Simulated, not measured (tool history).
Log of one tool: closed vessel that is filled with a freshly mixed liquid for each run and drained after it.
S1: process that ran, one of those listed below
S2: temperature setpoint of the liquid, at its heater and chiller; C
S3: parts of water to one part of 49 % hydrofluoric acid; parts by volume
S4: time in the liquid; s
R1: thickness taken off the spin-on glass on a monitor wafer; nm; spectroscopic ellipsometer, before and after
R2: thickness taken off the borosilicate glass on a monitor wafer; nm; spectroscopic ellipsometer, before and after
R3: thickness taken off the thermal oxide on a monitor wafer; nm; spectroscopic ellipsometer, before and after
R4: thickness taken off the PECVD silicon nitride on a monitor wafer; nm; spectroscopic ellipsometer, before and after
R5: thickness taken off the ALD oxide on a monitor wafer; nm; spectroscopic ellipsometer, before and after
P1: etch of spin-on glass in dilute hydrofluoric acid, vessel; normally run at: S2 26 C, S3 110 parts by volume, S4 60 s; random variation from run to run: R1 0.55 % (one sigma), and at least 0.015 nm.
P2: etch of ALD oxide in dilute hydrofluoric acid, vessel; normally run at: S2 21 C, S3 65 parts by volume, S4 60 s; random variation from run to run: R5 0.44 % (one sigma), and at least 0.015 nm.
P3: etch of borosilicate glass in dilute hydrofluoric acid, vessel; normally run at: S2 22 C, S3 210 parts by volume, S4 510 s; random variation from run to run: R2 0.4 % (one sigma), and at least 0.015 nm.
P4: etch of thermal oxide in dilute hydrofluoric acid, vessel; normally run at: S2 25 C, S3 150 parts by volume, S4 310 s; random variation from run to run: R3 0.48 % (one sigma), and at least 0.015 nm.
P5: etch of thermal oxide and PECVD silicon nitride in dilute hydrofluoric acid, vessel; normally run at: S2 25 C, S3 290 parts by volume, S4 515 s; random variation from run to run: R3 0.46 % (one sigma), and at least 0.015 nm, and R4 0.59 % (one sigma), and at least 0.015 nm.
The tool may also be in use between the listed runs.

{"run": 1, "day": 0.654, "S1": "P1", "S2": 26, "S3": 110, "S4": 60, "R1": 21.35}
{"run": 2, "day": 1.188, "S1": "P3", "S2": 18, "S3": 210, "S4": 510, "R2": 48.403}
{"run": 3, "day": 1.879, "S1": "P1", "S2": 26, "S3": 110, "S4": 115, "R1": 40.876}
{"run": 4, "day": 2.542, "S1": "P4", "S2": 25, "S3": 150, "S4": 620, "R3": 18.214}
{"run": 5, "day": 2.908, "S1": "P5", "S2": 25, "S3": 290, "S4": 515, "R3": 6.9879, "R4": 5.0528}
{"run": 6, "day": 3.288, "S1": "P5", "S2": 25, "S3": 290, "S4": 515, "R3": 6.988, "R4": 4.9787}
{"run": 7, "day": 3.654, "S1": "P3", "S2": 22, "S3": 90, "S4": 510, "R2": 148.85}
{"run": 8, "day": 4.229, "S1": "P4", "S2": 25, "S3": 150, "S4": 310, "R3": 9.2003}
{"run": 9, "day": 5.0, "S1": "P2", "S2": 21, "S3": 65, "S4": 85, "R5": 26.665}
{"run": 10, "day": 5.633, "S1": "P1", "S2": 26, "S3": 110, "S4": 60, "R1": 21.173}
{"run": 11, "day": 6.029, "S1": "P2", "S2": 21, "S3": 65, "S4": 60, "R5": 18.885}
{"run": 12, "day": 6.692, "S1": "P5", "S2": 25, "S3": 290, "S4": 830, "R3": 11.152, "R4": 8.155}
{"run": 13, "day": 7.088, "S1": "P1", "S2": 26, "S3": 165, "S4": 60, "R1": 13.336}
{"run": 14, "day": 7.896, "S1": "P4", "S2": 25, "S3": 55, "S4": 310, "R3": 28.371}
{"run": 15, "day": 8.288, "S1": "P3", "S2": 22, "S3": 210, "S4": 510, "R2": 55.847}
{"run": 16, "day": 8.917, "S1": "P1", "S2": 26, "S3": 110, "S4": 35, "R1": 12.357}
{"run": 17, "day": 9.533, "S1": "P1", "S2": 17.5, "S3": 110, "S4": 60, "R1": 15.168}
{"run": 18, "day": 10.121, "S1": "P1", "S2": 26, "S3": 110, "S4": 60, "R1": 21.208}
{"run": 19, "day": 10.538, "S1": "P5", "S2": 25, "S3": 100, "S4": 515, "R3": 24.951, "R4": 14.438}
{"run": 20, "day": 11.138, "S1": "P1", "S2": 26, "S3": 110, "S4": 60, "R1": 21.287}
{"run": 21, "day": 11.842, "S1": "P1", "S2": 30.5, "S3": 110, "S4": 60, "R1": 24.856}
{"run": 22, "day": 12.646, "S1": "P5", "S2": 31.5, "S3": 290, "S4": 515, "R3": 8.6443, "R4": 7.3332}
{"run": 23, "day": 13.354, "S1": "P1", "S2": 26, "S3": 110, "S4": 60, "R1": 21.23}
{"run": 24, "day": 13.875, "S1": "P4", "S2": 32, "S3": 150, "S4": 310, "R3": 11.817}
{"run": 25, "day": 14.625, "S1": "P2", "S2": 21, "S3": 65, "S4": 60, "R5": 18.745}

Run 26 comes next. What will it give?
{"run": 26, "day": 15.142, "S1": "P2", "S2": 26, "S3": 65, "S4": 60, "R5": "?"}

Run 26 gave R5 23.215 nm.
